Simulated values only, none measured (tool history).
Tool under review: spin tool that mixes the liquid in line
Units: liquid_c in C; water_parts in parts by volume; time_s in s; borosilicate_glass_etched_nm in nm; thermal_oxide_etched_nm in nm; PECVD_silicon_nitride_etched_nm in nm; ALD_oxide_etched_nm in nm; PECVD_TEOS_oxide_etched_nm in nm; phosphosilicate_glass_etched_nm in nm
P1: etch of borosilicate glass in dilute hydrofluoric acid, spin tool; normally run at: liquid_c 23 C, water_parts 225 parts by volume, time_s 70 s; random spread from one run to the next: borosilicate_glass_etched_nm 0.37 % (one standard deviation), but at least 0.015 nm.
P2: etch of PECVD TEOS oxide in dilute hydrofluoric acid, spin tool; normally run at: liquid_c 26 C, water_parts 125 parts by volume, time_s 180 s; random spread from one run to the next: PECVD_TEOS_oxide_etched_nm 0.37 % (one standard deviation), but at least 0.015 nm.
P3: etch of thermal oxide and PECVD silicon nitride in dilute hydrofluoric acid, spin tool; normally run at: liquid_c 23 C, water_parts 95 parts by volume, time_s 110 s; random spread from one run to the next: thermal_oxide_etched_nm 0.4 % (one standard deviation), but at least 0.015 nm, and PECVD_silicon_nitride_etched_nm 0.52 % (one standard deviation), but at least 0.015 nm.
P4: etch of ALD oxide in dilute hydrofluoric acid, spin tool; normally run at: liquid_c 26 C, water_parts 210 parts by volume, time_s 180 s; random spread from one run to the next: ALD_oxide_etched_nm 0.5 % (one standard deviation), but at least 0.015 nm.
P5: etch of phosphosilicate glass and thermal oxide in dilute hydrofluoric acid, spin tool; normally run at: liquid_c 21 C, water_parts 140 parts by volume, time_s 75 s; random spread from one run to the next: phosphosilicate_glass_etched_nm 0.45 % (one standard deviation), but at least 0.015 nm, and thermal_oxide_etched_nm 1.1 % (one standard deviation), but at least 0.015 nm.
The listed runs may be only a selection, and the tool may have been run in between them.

run   hour  process  liquid_c  water_parts  time_s  hours since the thermometer was replaced  hours since the hydrofluoric acid flow meter was replaced  borosilicate_glass_etched_nm  thermal_oxide_etched_nm  PECVD_silicon_nitride_etched_nm  ALD_oxide_etched_nm  PECVD_TEOS_oxide_etched_nm  phosphosilicate_glass_etched_nm
  1    3.7       P1        23          225      70                                    1632.7                                                     1362.9                        8.8841
  2      8       P3        23           40     110                                      1637                                                     1367.2                                                 14.288                           10.699
  3   10.8       P3        23           95     110                                    1639.8                                                       1370                                                 5.6173                           4.5725
  4   13.6       P1        23          360      70                                    1642.6                                                     1372.8                        4.8463
  5   17.8       P4        26          210     360                                    1646.8                                                       1377                                                                                                       16.092
  6   22.5       P2        26          220     180                                    1651.5                                                     1381.7                                                                                                                                   10.653
  7   24.9       P1        23          225      70                                    1653.9                                                     1384.1                        8.8633
      25.9  -- thermometer replaced
        29  -- hydrofluoric acid flow meter replaced
  8   30.3       P1        23          225     105                                       4.4                                                        1.4                        13.361
  9   33.5       P3        23           95     165                                       7.6                                                        4.6                                                 8.5154                           6.9045
 10   38.2       P5        21          205      75                                      12.3                                                        9.3                                                 1.4269                                                                                                             32.917
 11   41.8       P4        26          365     180                                      15.9                                                       12.9                                                                                                       3.9607
 12   44.1       P1      17.5          225      15                                      18.2                                                       15.2                        1.5762
 13   48.1       P5        17          140      75                                      22.2                                                       19.2                                                 1.8928                                                                                                             44.003
 14   52.7       P2        26          125     180                                      26.8                                                       23.8                                                                                                                                   20.837
 15   56.6       P3      18.5           95     110                                      30.7                                                       27.7                                                 4.6795                           3.3519
 16   61.5       P1        23          225      70                                      35.6                                                       32.6                        8.8838
 17     64       P1        23           85      70                                      38.1                                                       35.1                        27.367
 18   66.7       P1        17          225      45                                      40.8                                                       37.8                        4.5596
 19   69.1       P2      21.5          125     180                                      43.2                                                       40.2                                                                                                                                   17.519
 20   72.5       P2        26          125     330                                      46.6                                                       43.6                                                                                                                                   38.664
 21   77.9       P1        23          225      15                                        52                                                         49                        1.9303
 22   81.3       P1        23          225      70                                      55.4                                                       52.4                        8.8692
 23   86.4       P5        21          140     130                                      60.5                                                       57.5                                                 3.8851                                                                                                             89.251
 24   89.8       P1      29.5          225      70                                      63.9                                                       60.9                        11.062
 25   93.7       P1        23          225      70                                      67.8                                                       64.8                        8.8817
 26   98.5       P4      30.5          210     180                                      72.6                                                       69.6                                                                                                       9.4763
 27  101.3       P1        17          225      70                                      75.4                                                       72.4                        7.0309
 28  104.1       P4        26          210     180                                      78.2                                                       75.2                                                                                                        8.135

Run 29 is up next; what results do you expect?
 29  108.7       P5        21          140      75                                      82.8                                                       79.8                                                      ?                                                                                                                  ?

Run 29 yielded thermal_oxide_etched_nm 2.2961 nm, phosphosilicate_glass_etched_nm 51.918 nm.
